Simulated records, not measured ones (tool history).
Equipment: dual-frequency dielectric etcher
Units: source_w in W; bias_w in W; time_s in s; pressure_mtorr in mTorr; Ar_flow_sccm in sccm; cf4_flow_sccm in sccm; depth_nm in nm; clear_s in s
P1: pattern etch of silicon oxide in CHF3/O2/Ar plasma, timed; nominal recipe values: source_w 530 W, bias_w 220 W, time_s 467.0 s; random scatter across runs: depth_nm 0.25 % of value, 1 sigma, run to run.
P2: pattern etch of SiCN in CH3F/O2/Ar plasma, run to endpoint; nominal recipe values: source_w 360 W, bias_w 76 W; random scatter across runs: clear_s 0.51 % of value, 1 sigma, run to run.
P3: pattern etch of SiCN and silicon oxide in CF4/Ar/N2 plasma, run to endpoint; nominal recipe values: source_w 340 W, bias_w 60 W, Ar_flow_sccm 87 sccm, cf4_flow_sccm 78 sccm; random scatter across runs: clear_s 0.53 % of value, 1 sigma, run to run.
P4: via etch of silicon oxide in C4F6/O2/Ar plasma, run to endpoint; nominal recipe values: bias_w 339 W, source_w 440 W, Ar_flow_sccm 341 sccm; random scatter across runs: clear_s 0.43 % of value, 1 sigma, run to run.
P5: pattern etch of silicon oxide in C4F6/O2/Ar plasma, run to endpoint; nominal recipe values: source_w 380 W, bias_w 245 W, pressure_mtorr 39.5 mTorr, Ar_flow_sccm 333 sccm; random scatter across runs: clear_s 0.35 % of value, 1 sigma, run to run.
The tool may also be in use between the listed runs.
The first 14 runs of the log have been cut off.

run	day	process	source_w	bias_w	time_s	pressure_mtorr	Ar_flow_sccm	cf4_flow_sccm	hours since the last wet clean	hours since the last source power generator calibration	hours since the last bias power generator calibration	depth_nm	clear_s
15	5.108	P1	530	220	467.0				463.0	1882.3	600.8	924.91	
16	5.546	P1	530	220	696.0				473.5	1892.8	611.3	1376.10	
17	5.954	P1	530	274	467.0				483.3	1902.6	621.1	1002.90	
18	6.417	P1	680	220	641.5				494.4	1913.7	632.2	1397.90	
19	6.758	P4	270	339			341		502.6	1921.9	640.4		40.2370
20	7.217	P1	530	257	273.5				513.6	1932.9	651.4	572.76	
21	7.692	P5	210	245		39.5	333		525.0	1944.3	662.8		13.4190
22	8.092	P2	360	76					534.6	1953.9	672.4		24.2680
23	8.392	P1	740	220	467.0				541.8	1961.1	679.6	1050.70	
24	8.696	P3	340	81			87	78	549.1	1968.4	686.9		21.7300
25	8.983	P2	360	97					556.0	1975.3	693.8		22.4950
26	9.200	P3	340	60			87	94	561.2	1980.5	699.0		23.5280
27	9.654	P2	360	76					572.1	1991.4	709.9		24.4190
28	10.062	P5	380	245		39.5	262		581.9	2001.2	719.7		10.5050
29	10.300	P1	530	220	467.0				587.6	2006.9	725.4	918.47	

Expected results for the next run?
30	10.750	P2	220	76					598.4	2017.7	736.2		?

Run 30 came out at clear_s 29.4170 s.
